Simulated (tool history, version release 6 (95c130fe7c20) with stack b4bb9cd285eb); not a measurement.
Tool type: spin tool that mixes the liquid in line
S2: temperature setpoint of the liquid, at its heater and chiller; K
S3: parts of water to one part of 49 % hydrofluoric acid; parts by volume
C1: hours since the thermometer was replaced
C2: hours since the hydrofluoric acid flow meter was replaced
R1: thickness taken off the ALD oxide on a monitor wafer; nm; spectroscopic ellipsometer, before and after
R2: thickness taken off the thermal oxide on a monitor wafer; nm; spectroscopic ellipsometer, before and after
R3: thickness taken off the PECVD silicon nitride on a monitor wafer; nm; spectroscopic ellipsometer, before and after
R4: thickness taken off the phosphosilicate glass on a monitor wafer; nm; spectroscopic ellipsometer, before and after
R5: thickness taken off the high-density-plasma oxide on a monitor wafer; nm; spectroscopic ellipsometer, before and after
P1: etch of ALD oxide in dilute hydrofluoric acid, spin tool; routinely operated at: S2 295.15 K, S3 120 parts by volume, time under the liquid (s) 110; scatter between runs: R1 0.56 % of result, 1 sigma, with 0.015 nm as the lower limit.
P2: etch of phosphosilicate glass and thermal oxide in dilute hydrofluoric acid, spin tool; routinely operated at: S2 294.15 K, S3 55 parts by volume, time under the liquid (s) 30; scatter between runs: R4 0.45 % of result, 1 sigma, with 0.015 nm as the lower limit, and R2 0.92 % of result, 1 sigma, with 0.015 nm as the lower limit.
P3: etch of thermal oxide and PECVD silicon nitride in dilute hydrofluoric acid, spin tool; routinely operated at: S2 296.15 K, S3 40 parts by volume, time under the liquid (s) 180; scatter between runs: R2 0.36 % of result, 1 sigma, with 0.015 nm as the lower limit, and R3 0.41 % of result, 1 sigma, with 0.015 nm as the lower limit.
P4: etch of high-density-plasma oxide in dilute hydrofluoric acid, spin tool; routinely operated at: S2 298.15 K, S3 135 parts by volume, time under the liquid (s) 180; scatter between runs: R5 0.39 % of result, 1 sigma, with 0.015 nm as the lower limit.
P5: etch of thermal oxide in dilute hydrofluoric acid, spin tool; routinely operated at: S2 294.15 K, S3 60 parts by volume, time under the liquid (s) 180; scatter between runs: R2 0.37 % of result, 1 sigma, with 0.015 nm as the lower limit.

run 1 day=0.396 | process_that_ran=P1 S2=295.15 S3=120 time_under_the_liquid_(s)=110 | C1=410 C2=287.6 | R1=17.571
run 2 day=0.754 | process_that_ran=P3 S2=296.15 S3=40 time_under_the_liquid_(s)=180 | C1=418.6 C2=296.2 | R2=22.609 R3=20.705
run 3 day=1.171 | process_that_ran=P1 S2=299.15 S3=120 time_under_the_liquid_(s)=55 | C1=428.6 C2=306.2 | R1=10.283
run 4 day=1.442 | process_that_ran=P2 S2=294.15 S3=85 time_under_the_liquid_(s)=30 | C1=435.1 C2=312.7 | R2=1.5369 R4=23.547
run 5 day=1.883 | process_that_ran=P3 S2=296.15 S3=40 time_under_the_liquid_(s)=180 | C1=445.7 C2=323.3 | R2=22.678 R3=20.83
run 6 day=2.329 | process_that_ran=P1 S2=295.15 S3=120 time_under_the_liquid_(s)=110 | C1=456.4 C2=334 | R1=17.434
run 7 day=2.658 | process_that_ran=P1 S2=295.15 S3=120 time_under_the_liquid_(s)=55 | C1=464.3 C2=341.9 | R1=8.8511
run 8 day=2.971 | process_that_ran=P3 S2=304.15 S3=40 time_under_the_liquid_(s)=180 | C1=471.8 C2=349.4 | R2=31.418 R3=35.271
run 9 day=3.35 | process_that_ran=P1 S2=295.15 S3=75 time_under_the_liquid_(s)=110 | C1=480.9 C2=358.5 | R1=29.746
run 10 day=3.75 | process_that_ran=P4 S2=298.15 S3=35 time_under_the_liquid_(s)=180 | C1=490.5 C2=368.1 | R5=39.221
run 11 day=4.092 | process_that_ran=P3 S2=296.15 S3=40 time_under_the_liquid_(s)=330 | C1=498.7 C2=376.3 | R2=41.715 R3=37.989
run 12 day=4.433 | process_that_ran=P5 S2=294.15 S3=60 time_under_the_liquid_(s)=180 | C1=506.9 C2=384.5 | R2=13.532
run 13 day=4.946 | process_that_ran=P1 S2=290.15 S3=120 time_under_the_liquid_(s)=110 | C1=519.2 C2=396.8 | R1=14.381
run 14 day=5.4 | process_that_ran=P5 S2=294.15 S3=60 time_under_the_liquid_(s)=290 | C1=530.1 C2=407.7 | R2=21.861
run 15 day=5.75 | process_that_ran=P5 S2=294.15 S3=60 time_under_the_liquid_(s)=180 | C1=538.5 C2=416.1 | R2=13.583
run 16 day=6.188 | process_that_ran=P4 S2=291.65 S3=135 time_under_the_liquid_(s)=180 | C1=549 C2=426.6 | R5=6.9153
run 17 day=6.662 | process_that_ran=P2 S2=290.15 S3=55 time_under_the_liquid_(s)=30 | C1=560.4 C2=438 | R2=2.1209 R4=31.769
run 18 day=7.067 | process_that_ran=P5 S2=290.15 S3=60 time_under_the_liquid_(s)=180 | C1=570.1 C2=447.7 | R2=11.523
run 19 day=7.35 | process_that_ran=P5 S2=294.15 S3=105 time_under_the_liquid_(s)=180 | C1=576.9 C2=454.5 | R2=7.3149
run 20 day=7.75 | process_that_ran=P1 S2=299.15 S3=120 time_under_the_liquid_(s)=110 | C1=586.5 C2=464.1 | R1=20.706
run 21 day=8.033 | process_that_ran=P2 S2=294.15 S3=55 time_under_the_liquid_(s)=65 | C1=593.3 C2=470.9 | R2=5.4296 R4=81.448
run 22 day=8.312 | process_that_ran=P1 S2=295.15 S3=120 time_under_the_liquid_(s)=110 | C1=600 C2=477.6 | R1=17.68
run 23 day=8.779 | process_that_ran=P2 S2=294.15 S3=55 time_under_the_liquid_(s)=30 | C1=611.2 C2=488.8 | R2=2.5194 R4=37.736
run 24 day=9.067 | process_that_ran=P1 S2=295.15 S3=120 time_under_the_liquid_(s)=205 | C1=618.1 C2=495.7 | R1=32.55
run 25 day=9.446 | process_that_ran=P1 S2=290.15 S3=165 time_under_the_liquid_(s)=110 | C1=627.2 C2=504.8 | R1=10.027
run 26 day=9.967 | process_that_ran=P3 S2=296.15 S3=20 time_under_the_liquid_(s)=180 | C1=639.7 C2=517.3 | R2=46.776 R3=40.426
run 27 day=10.262 | process_that_ran=P1 S2=295.15 S3=120 time_under_the_liquid_(s)=110 | C1=646.8 C2=524.4 | R1=17.627
run 28 day=10.575 | process_that_ran=P4 S2=298.15 S3=135 time_under_the_liquid_(s)=180 | C1=654.3 C2=531.9 | R5=8.9202
run 29 day=11.033 | process_that_ran=P1 S2=295.15 S3=120 time_under_the_liquid_(s)=110 | C1=665.3 C2=542.9 | R1=17.46
run 30 day=11.554 | process_that_ran=P1 S2=295.15 S3=195 time_under_the_liquid_(s)=110 | C1=677.8 C2=555.4 | R1=9.9424
run 31 day=11.812 | process_that_ran=P4 S2=298.15 S3=135 time_under_the_liquid_(s)=355 | C1=684 C2=561.6 | R5=17.619
run 32 day=12.229 | process_that_ran=P1 S2=295.15 S3=200 time_under_the_liquid_(s)=190 | C1=694 C2=571.6 | R1=16.749
run 33 day=12.629 | process_that_ran=P1 S2=295.15 S3=120 time_under_the_liquid_(s)=110 | C1=703.6 C2=581.2 | R1=17.432
run 34 day=12.954 | process_that_ran=P1 S2=295.15 S3=120 time_under_the_liquid_(s)=110 | C1=711.4 C2=589 | R1=18.091
run 35 day=13.221 | process_that_ran=P1 S2=295.15 S3=120 time_under_the_liquid_(s)=110 | C1=717.8 C2=595.4 | R1=18.388
run 36 day=13.45 | process_that_ran=P1 S2=295.15 S3=120 time_under_the_liquid_(s)=110 | C1=723.3 C2=600.9 | R1=18.605
run 37 day=13.796 | process_that_ran=P1 S2=295.15 S3=120 time_under_the_liquid_(s)=110 | C1=731.6 C2=609.2 | R1=18.507
run 38 day=14.096 | process_that_ran=P1 S2=295.15 S3=120 time_under_the_liquid_(s)=110 | C1=738.8 C2=616.4 | R1=18.891
run 39 day=14.55 | process_that_ran=P1 S2=295.15 S3=120 time_under_the_liquid_(s)=110 | C1=749.7 C2=627.3 | R1=18.88
run 40 day=15.021 | process_that_ran=P1 S2=295.15 S3=120 time_under_the_liquid_(s)=110 | C1=761 C2=638.6 | R1=19.03

What P1 gives has crept off from where it sat before. The 2 causes that follow fit the log equally well, each at the size noted:
A: hydrofluoric acid flow above the setpoint (%) = 6.3
B: liquid hotter than its thermometer reads (K) = 1.76
The gradual shift began around day 12.629.

Listed below are the offered check runs, one wafer per run, with question marks in place of results. For which of them would the causes give clearly different outcomes?
run check 1 day=15.492 | process_that_ran=P2 S2=294.15 S3=75 time_under_the_liquid_(s)=60 | R2=? R4=?
run check 2 day=15.492 | process_that_ran=P4 S2=294.65 S3=135 time_under_the_liquid_(s)=180 | R5=?
run check 3 day=15.492 | process_that_ran=P5 S2=294.15 S3=85 time_under_the_liquid_(s)=180 | R2=?
run check 4 day=15.492 | process_that_ran=P3 S2=296.15 S3=40 time_under_the_liquid_(s)=320 | R2=? R3=?

What every check run would give for each of its results, assuming each possible cause in turn:
check=check_1 result=R2 if_A=3.796 if_B=3.8189
check=check_1 result=R4 if_A=57.757 if_B=58.105
check=check_2 result=R5 if_A=8.3666 if_B=8.3594
check=check_3 result=R2 if_A=9.9103 if_B=9.9578
check=check_4 result=R2 if_A=43.119 if_B=43.505
check=check_4 result=R3 if_A=39.28 if_B=41.709
Smallest distance between any two causes, each pair judged by its most separating result, in per cent: check 1 0.6 %; check 2 0.09 %; check 3 0.48 %; check 4 6 %
Check 4 tells the causes apart: in the others they would give nearly the same result.

Then check 4 was run and gave: R2 43.104 nm; R3 39.227 nm. Which cause is it?

Of the candidate causes, it is A: hydrofluoric acid flow above the setpoint (%).
